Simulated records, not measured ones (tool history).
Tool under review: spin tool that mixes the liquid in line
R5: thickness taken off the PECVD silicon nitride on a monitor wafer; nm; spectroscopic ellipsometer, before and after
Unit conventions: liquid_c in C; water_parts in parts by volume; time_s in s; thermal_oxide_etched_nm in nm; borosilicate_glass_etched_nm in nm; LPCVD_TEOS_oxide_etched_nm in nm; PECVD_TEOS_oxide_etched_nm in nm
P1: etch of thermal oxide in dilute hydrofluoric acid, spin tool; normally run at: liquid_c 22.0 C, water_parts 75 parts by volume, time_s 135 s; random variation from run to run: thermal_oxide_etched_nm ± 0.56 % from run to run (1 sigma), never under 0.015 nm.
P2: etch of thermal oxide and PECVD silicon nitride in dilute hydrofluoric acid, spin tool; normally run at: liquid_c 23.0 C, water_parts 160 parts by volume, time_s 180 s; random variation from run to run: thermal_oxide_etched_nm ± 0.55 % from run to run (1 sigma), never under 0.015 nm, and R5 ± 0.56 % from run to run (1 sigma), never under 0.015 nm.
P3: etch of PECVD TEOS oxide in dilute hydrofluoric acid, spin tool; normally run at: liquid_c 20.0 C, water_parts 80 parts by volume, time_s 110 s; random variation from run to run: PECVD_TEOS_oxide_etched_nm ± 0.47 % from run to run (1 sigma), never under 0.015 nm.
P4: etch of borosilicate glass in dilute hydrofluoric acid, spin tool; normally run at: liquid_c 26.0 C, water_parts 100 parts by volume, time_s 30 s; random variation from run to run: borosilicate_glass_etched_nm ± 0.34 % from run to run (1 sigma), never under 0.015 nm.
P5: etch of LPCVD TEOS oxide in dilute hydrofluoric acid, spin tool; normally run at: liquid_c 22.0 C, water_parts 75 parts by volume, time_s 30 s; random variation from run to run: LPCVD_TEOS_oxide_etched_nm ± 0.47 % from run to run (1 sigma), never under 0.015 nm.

run 1 hour=5.7 | process=P1 liquid_c=22.0 water_parts=75 time_s=135 | thermal_oxide_etched_nm=8.1363
run 2 hour=10.9 | process=P1 liquid_c=22.0 water_parts=110 time_s=135 | thermal_oxide_etched_nm=5.3179
run 3 hour=14.4 | process=P1 liquid_c=22.0 water_parts=75 time_s=230 | thermal_oxide_etched_nm=13.7910
run 4 hour=19.7 | process=P1 liquid_c=22.0 water_parts=75 time_s=40 | thermal_oxide_etched_nm=2.3821
run 5 hour=22.4 | process=P1 liquid_c=22.0 water_parts=35 time_s=225 | thermal_oxide_etched_nm=30.2310
run 6 hour=27.6 | process=P1 liquid_c=22.0 water_parts=75 time_s=135 | thermal_oxide_etched_nm=8.0272
run 7 hour=31.5 | process=P1 liquid_c=22.0 water_parts=75 time_s=135 | thermal_oxide_etched_nm=7.9937
run 8 hour=35.3 | process=P4 liquid_c=26.0 water_parts=100 time_s=15 | borosilicate_glass_etched_nm=7.0556
run 9 hour=40.9 | process=P5 liquid_c=22.0 water_parts=40 time_s=30 | LPCVD_TEOS_oxide_etched_nm=12.3520
run 10 hour=45.4 | process=P3 liquid_c=25.0 water_parts=80 time_s=110 | PECVD_TEOS_oxide_etched_nm=17.9620
run 11 hour=48.2 | process=P4 liquid_c=26.0 water_parts=100 time_s=30 | borosilicate_glass_etched_nm=13.9650
run 12 hour=51.4 | process=P3 liquid_c=20.0 water_parts=80 time_s=110 | PECVD_TEOS_oxide_etched_nm=14.6340
run 13 hour=56.6 | process=P1 liquid_c=22.0 water_parts=130 time_s=45 | thermal_oxide_etched_nm=1.4578
run 14 hour=62.1 | process=P1 liquid_c=22.0 water_parts=75 time_s=135 | thermal_oxide_etched_nm=8.1495
run 15 hour=64.8 | process=P5 liquid_c=17.0 water_parts=75 time_s=30 | LPCVD_TEOS_oxide_etched_nm=5.0487
run 16 hour=68.3 | process=P3 liquid_c=20.0 water_parts=80 time_s=110 | PECVD_TEOS_oxide_etched_nm=14.9210
run 17 hour=71.7 | process=P4 liquid_c=26.0 water_parts=150 time_s=30 | borosilicate_glass_etched_nm=8.7781
run 18 hour=75.2 | process=P4 liquid_c=18.5 water_parts=100 time_s=30 | borosilicate_glass_etched_nm=10.3930
run 19 hour=80.8 | process=P5 liquid_c=22.0 water_parts=75 time_s=30 | LPCVD_TEOS_oxide_etched_nm=6.3015
run 20 hour=85.9 | process=P3 liquid_c=20.0 water_parts=80 time_s=30 | PECVD_TEOS_oxide_etched_nm=4.0278
run 21 hour=91.0 | process=P1 liquid_c=26.5 water_parts=75 time_s=135 | thermal_oxide_etched_nm=9.6365
run 22 hour=94.4 | process=P1 liquid_c=27.0 water_parts=75 time_s=255 | thermal_oxide_etched_nm=18.6570
run 23 hour=100.3 | process=P1 liquid_c=22.0 water_parts=75 time_s=135 | thermal_oxide_etched_nm=8.0199
run 24 hour=104.9 | process=P2 liquid_c=23.0 water_parts=160 time_s=180 | thermal_oxide_etched_nm=4.5310 R5=6.0181
run 25 hour=109.0 | process=P1 liquid_c=22.0 water_parts=20 time_s=135 | thermal_oxide_etched_nm=32.8740
run 26 hour=112.2 | process=P5 liquid_c=22.0 water_parts=75 time_s=30 | LPCVD_TEOS_oxide_etched_nm=6.2833
run 27 hour=115.8 | process=P5 liquid_c=22.0 water_parts=75 time_s=50 | LPCVD_TEOS_oxide_etched_nm=10.5210
run 28 hour=121.2 | process=P1 liquid_c=22.0 water_parts=75 time_s=135 | thermal_oxide_etched_nm=8.0626
run 29 hour=125.8 | process=P3 liquid_c=20.0 water_parts=20 time_s=110 | PECVD_TEOS_oxide_etched_nm=63.6370
run 30 hour=131.6 | process=P1 liquid_c=22.0 water_parts=75 time_s=135 | thermal_oxide_etched_nm=8.0880
run 31 hour=135.4 | process=P2 liquid_c=23.0 water_parts=160 time_s=300 | thermal_oxide_etched_nm=7.5872 R5=10.0280
run 32 hour=139.7 | process=P1 liquid_c=17.0 water_parts=75 time_s=135 | thermal_oxide_etched_nm=6.5442
run 33 hour=144.7 | process=P2 liquid_c=23.0 water_parts=35 time_s=180 | thermal_oxide_etched_nm=24.2560 R5=26.4730
run 34 hour=148.6 | process=P2 liquid_c=27.5 water_parts=160 time_s=180 | thermal_oxide_etched_nm=5.4057 R5=7.8914
run 35 hour=153.8 | process=P1 liquid_c=22.0 water_parts=75 time_s=135 | thermal_oxide_etched_nm=8.0465
run 36 hour=157.9 | process=P1 liquid_c=22.0 water_parts=75 time_s=135 | thermal_oxide_etched_nm=8.3446
run 37 hour=163.6 | process=P1 liquid_c=22.0 water_parts=75 time_s=135 | thermal_oxide_etched_nm=8.5159
run 38 hour=168.3 | process=P1 liquid_c=22.0 water_parts=75 time_s=135 | thermal_oxide_etched_nm=8.6612
run 39 hour=172.4 | process=P1 liquid_c=22.0 water_parts=75 time_s=135 | thermal_oxide_etched_nm=8.6863
run 40 hour=178.0 | process=P1 liquid_c=22.0 water_parts=75 time_s=135 | thermal_oxide_etched_nm=8.7309
run 41 hour=182.0 | process=P1 liquid_c=22.0 water_parts=75 time_s=135 | thermal_oxide_etched_nm=8.7430
run 42 hour=186.4 | process=P1 liquid_c=22.0 water_parts=75 time_s=135 | thermal_oxide_etched_nm=8.7631

The output of P1 has drifted from where it used to be. Each of the 2 causes below, taken at the size shown beside it, accounts for the log equally well:
A: liquid hotter than its thermometer reads (K) = 1.98
B: hydrofluoric acid flow above the setpoint (%) = 7.66
At approximately hour 153.8, the process output began to creep.

Consider the 4 single-wafer check runs listed below, results given as question marks: which one distinguishes between the causes by giving clearly different results for each?
run check 1 hour=190.8 | process=P2 liquid_c=23.0 water_parts=50 time_s=180 | thermal_oxide_etched_nm=? R5=?
run check 2 hour=190.8 | process=P4 liquid_c=19.0 water_parts=150 time_s=30 | borosilicate_glass_etched_nm=?
run check 3 hour=190.8 | process=P5 liquid_c=17.5 water_parts=75 time_s=45 | LPCVD_TEOS_oxide_etched_nm=?
run check 4 hour=190.8 | process=P3 liquid_c=20.0 water_parts=40 time_s=110 | PECVD_TEOS_oxide_etched_nm=?

If the cause were each of the candidates in turn, the checks would give the following:
check=check_1 result=thermal_oxide_etched_nm if_A=17.9220 if_B=17.8680
check=check_1 result=R5 if_A=21.4340 if_B=20.1570
check=check_2 result=borosilicate_glass_etched_nm if_A=7.2637 if_B=7.3068
check=check_3 result=LPCVD_TEOS_oxide_etched_nm if_A=8.4985 if_B=8.4645
check=check_4 result=PECVD_TEOS_oxide_etched_nm if_A=33.6170 if_B=33.3920
Per-check spread between the two closest causes, in the result where they differ most: check 1 6.14 %; check 2 0.59 %; check 3 0.4 %; check 4 0.67 %
Only check 1 tells the causes apart: in the others they would give nearly the same result.

With check 1 done, the readings were: thermal_oxide_etched_nm 17.8940 nm; R5 20.1720 nm. Identify which of the listed causes applies.

B is the cause: hydrofluoric acid flow above the setpoint (%).

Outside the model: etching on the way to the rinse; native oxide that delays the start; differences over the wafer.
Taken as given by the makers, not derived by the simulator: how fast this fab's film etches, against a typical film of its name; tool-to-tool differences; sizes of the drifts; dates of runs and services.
